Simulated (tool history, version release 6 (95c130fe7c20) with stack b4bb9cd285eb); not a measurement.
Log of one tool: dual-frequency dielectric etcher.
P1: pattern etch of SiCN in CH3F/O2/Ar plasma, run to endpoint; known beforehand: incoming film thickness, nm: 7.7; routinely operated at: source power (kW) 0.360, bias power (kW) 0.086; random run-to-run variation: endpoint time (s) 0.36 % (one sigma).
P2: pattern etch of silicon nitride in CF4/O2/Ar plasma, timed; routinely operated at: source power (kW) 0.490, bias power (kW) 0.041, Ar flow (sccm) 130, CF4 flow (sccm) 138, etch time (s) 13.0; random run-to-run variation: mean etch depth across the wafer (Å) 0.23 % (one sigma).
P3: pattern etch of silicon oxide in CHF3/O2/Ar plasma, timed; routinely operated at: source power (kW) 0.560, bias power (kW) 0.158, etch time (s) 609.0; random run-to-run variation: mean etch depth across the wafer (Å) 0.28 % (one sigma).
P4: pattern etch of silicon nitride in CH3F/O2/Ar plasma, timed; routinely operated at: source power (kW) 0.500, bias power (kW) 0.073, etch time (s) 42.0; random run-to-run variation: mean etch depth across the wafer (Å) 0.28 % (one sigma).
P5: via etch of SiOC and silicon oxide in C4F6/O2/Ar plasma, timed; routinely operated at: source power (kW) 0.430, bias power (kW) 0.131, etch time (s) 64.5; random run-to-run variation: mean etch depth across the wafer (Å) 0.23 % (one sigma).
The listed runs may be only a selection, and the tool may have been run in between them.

| run | hour | process that ran | source power (kW) | bias power (kW) | etch time (s) | Ar flow (sccm) | CF4 flow (sccm) | endpoint time (s) | mean etch depth across the wafer (Å) |
|---|---|---|---|---|---|---|---|---|---|
| 1 | 11.8 | P1 | 0.360 | 0.086 |  |  |  | 19.661 |  |
| 2 | 21.1 | P1 | 0.360 | 0.086 |  |  |  | 19.608 |  |
| 3 | 31.9 | P1 | 0.360 | 0.115 |  |  |  | 17.743 |  |
| 4 | 38.2 | P3 | 0.560 | 0.158 | 609.0 |  |  |  | 11173.00 |
| 5 | 45.1 | P2 | 0.490 | 0.041 | 13.0 | 78 | 138 |  | 247.82 |
| 6 | 58.4 | P1 | 0.210 | 0.086 |  |  |  | 24.156 |  |
| 7 | 67.7 | P5 | 0.430 | 0.131 | 38.0 |  |  |  | 395.98 |
| 8 | 77.9 | P3 | 0.560 | 0.158 | 369.5 |  |  |  | 6759.70 |
| 9 | 91.2 | P4 | 0.500 | 0.087 | 42.0 |  |  |  | 341.61 |
| 10 | 102.3 | P2 | 0.490 | 0.041 | 19.5 | 130 | 138 |  | 350.63 |
| 11 | 112.6 | P4 | 0.500 | 0.073 | 42.0 |  |  |  | 323.08 |
| 12 | 124.6 | P1 | 0.300 | 0.113 |  |  |  | 19.010 |  |
| 13 | 138.1 | P1 | 0.360 | 0.086 |  |  |  | 19.852 |  |
| 14 | 144.2 | P2 | 0.490 | 0.033 | 13.0 | 130 | 138 |  | 216.68 |
| 15 | 151.6 | P3 | 0.560 | 0.158 | 609.0 |  |  |  | 11129.00 |
| 16 | 161.4 | P1 | 0.290 | 0.053 |  |  |  | 25.320 |  |
| 17 | 174.6 | P1 | 0.360 | 0.086 |  |  |  | 19.686 |  |
| 18 | 183.2 | P3 | 0.700 | 0.158 | 609.0 |  |  |  | 12139.00 |
| 19 | 197.1 | P1 | 0.470 | 0.086 |  |  |  | 17.891 |  |
| 20 | 206.3 | P2 | 0.650 | 0.041 | 13.0 | 130 | 138 |  | 298.98 |
| 21 | 216.7 | P1 | 0.230 | 0.052 |  |  |  | 27.785 |  |
| 22 | 226.8 | P4 | 0.500 | 0.073 | 42.0 |  |  |  | 322.10 |
| 23 | 234.2 | P2 | 0.490 | 0.041 | 13.0 | 130 | 171 |  | 239.56 |
| 24 | 246.3 | P4 | 0.300 | 0.073 | 42.0 |  |  |  | 266.16 |
| 25 | 255.7 | P5 | 0.600 | 0.131 | 64.5 |  |  |  | 765.39 |
| 26 | 266.4 | P2 | 0.490 | 0.041 | 13.0 | 130 | 138 |  | 233.12 |
| 27 | 276.7 | P5 | 0.430 | 0.173 | 64.5 |  |  |  | 729.32 |
| 28 | 284.6 | P1 | 0.360 | 0.066 |  |  |  | 21.715 |  |
| 29 | 294.5 | P3 | 0.560 | 0.195 | 609.0 |  |  |  | 11977.00 |
| 30 | 306.5 | P5 | 0.430 | 0.131 | 64.5 |  |  |  | 668.22 |
| 31 | 314.7 | P4 | 0.500 | 0.073 | 53.5 |  |  |  | 410.53 |
| 32 | 322.0 | P1 | 0.360 | 0.086 |  |  |  | 19.636 |  |
| 33 | 333.9 | P1 | 0.360 | 0.086 |  |  |  | 19.882 |  |
| 34 | 340.0 | P1 | 0.360 | 0.086 |  |  |  | 19.954 |  |
| 35 | 349.3 | P1 | 0.360 | 0.086 |  |  |  | 20.099 |  |
| 36 | 360.5 | P1 | 0.360 | 0.086 |  |  |  | 20.220 |  |
| 37 | 372.6 | P1 | 0.360 | 0.086 |  |  |  | 20.216 |  |
| 38 | 386.0 | P1 | 0.360 | 0.086 |  |  |  | 20.111 |  |
|  | 393.1 | wet clean of the chamber |
| 39 | 394.9 | P1 | 0.360 | 0.086 |  |  |  | 20.181 |  |
| 40 | 403.5 | P1 | 0.360 | 0.086 |  |  |  | 20.156 |  |
| 41 | 412.6 | P1 | 0.360 | 0.086 |  |  |  | 20.101 |  |
| 42 | 424.8 | P1 | 0.360 | 0.086 |  |  |  | 20.111 |  |

The output of P1 has drifted from where it used to be. Each of the 2 causes below, taken at the size shown beside it, accounts for the log equally well:
A: source power that arrives under what is set, % = 4.78
B: bias power that arrives under what is set, % = 4.83
The gradual shift began around hour 322.0.
Every other cause this tool's parts could produce, and why it does not fit the log:
chamber walls in a state that lowers the etch rate, %: serviced at hour 393.1, which brought nothing back

Below are 4 check runs, each on a single wafer, with their results shown as question marks. Which of them would tell the listed causes apart, meaning the causes would give clearly different results under it?
| check 1 | 437.0 | P4 | 0.390 | 0.084 | 42.0 |  |  |  | ? |
| check 2 | 437.0 | P3 | 0.560 | 0.191 | 470.5 |  |  |  | ? |
| check 3 | 437.0 | P5 | 0.430 | 0.150 | 64.5 |  |  |  | ? |
| check 4 | 437.0 | P2 | 0.490 | 0.041 | 13.0 | 80 | 138 |  | ? |

Expected result of each check under each candidate cause:
| check | result | if A | if B |
|---|---|---|---|
| check 1 | mean etch depth across the wafer (Å) | 302.45 | 302.72 |
| check 2 | mean etch depth across the wafer (Å) | 9013.00 | 9029.20 |
| check 3 | mean etch depth across the wafer (Å) | 684.63 | 687.42 |
| check 4 | mean etch depth across the wafer (Å) | 236.46 | 242.87 |
Minimum pairwise separation of causes per check, each pair taken at its best-separating result: check 1 0.09 %; check 2 0.18 %; check 3 0.41 %; check 4 2.67 %
Check 4 distinguishes between the causes, while the remaining checks would return nearly the same result for all of them.

Running check 4 produced the following: mean etch depth across the wafer (Å) 235.83. Which one of the listed causes fits?

Of the candidate causes, it is A: source power that arrives under what is set, %.
